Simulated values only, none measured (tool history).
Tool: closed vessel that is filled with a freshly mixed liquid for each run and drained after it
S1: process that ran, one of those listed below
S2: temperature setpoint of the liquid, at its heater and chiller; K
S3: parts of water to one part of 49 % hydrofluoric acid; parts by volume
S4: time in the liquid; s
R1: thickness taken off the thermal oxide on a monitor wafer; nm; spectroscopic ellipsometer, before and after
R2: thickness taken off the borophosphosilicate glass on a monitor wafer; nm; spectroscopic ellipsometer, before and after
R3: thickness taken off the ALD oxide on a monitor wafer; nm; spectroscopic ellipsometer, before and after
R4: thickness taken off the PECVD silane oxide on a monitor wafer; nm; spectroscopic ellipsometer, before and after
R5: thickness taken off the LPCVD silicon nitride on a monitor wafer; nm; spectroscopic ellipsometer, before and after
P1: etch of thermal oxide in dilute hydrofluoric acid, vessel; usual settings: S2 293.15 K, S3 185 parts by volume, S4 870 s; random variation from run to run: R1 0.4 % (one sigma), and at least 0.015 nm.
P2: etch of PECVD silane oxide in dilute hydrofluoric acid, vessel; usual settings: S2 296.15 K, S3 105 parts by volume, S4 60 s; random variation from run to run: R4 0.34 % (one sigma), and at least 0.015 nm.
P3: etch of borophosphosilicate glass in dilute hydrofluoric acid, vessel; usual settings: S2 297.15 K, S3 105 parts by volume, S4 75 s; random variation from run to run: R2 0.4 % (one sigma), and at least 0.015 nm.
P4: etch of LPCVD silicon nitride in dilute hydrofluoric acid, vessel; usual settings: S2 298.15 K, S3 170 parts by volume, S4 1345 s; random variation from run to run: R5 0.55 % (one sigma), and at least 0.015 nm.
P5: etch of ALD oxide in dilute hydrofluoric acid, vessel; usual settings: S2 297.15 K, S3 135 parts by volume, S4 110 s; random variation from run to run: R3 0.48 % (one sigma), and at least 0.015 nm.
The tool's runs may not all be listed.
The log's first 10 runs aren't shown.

Run 11, day 2.742: S1 P1, S2 293.15 K, S3 185 parts by volume, S4 870 s. Result: R1 16.893 nm.
Run 12, day 2.933: S1 P3, S2 293.15 K, S3 105 parts by volume, S4 75 s. Result: R2 35.503 nm.
Run 13, day 3.267: S1 P3, S2 297.15 K, S3 170 parts by volume, S4 75 s. Result: R2 23.923 nm.
Run 14, day 3.512: S1 P1, S2 293.15 K, S3 185 parts by volume, S4 870 s. Result: R1 17.046 nm.
Run 15, day 3.712: S1 P5, S2 297.15 K, S3 220 parts by volume, S4 110 s. Result: R3 8.8401 nm.
Run 16, day 3.946: S1 P1, S2 293.15 K, S3 185 parts by volume, S4 105 s. Result: R1 2.0659 nm.
Run 17, day 4.25: S1 P2, S2 300.65 K, S3 105 parts by volume, S4 60 s. Result: R4 20.936 nm.
Run 18, day 4.429: S1 P5, S2 297.15 K, S3 135 parts by volume, S4 110 s. Result: R3 16.032 nm.
At day 4.733: hydrofluoric acid flow meter replaced.
Run 19, day 4.742: S1 P2, S2 296.15 K, S3 105 parts by volume, S4 30 s. Result: R4 8.7527 nm.
Run 20, day 4.9: S1 P1, S2 293.15 K, S3 185 parts by volume, S4 870 s. Result: R1 17.036 nm.
Run 21, day 5.15: S1 P4, S2 298.15 K, S3 170 parts by volume, S4 1345 s. Result: R5 4.7605 nm.
Run 22, day 5.467: S1 P4, S2 298.15 K, S3 170 parts by volume, S4 1345 s. Result: R5 4.8008 nm.
Run 23, day 5.721: S1 P2, S2 296.15 K, S3 30 parts by volume, S4 60 s. Result: R4 67.586 nm.
Run 24, day 5.992: S1 P1, S2 293.15 K, S3 185 parts by volume, S4 870 s. Result: R1 17.079 nm.

The next listed run, before its measurement:
Run 25, day 6.238: S1 P4, S2 298.15 K, S3 85 parts by volume, S4 1345 s. Result: R5 ?.

R5: 9.492 nm
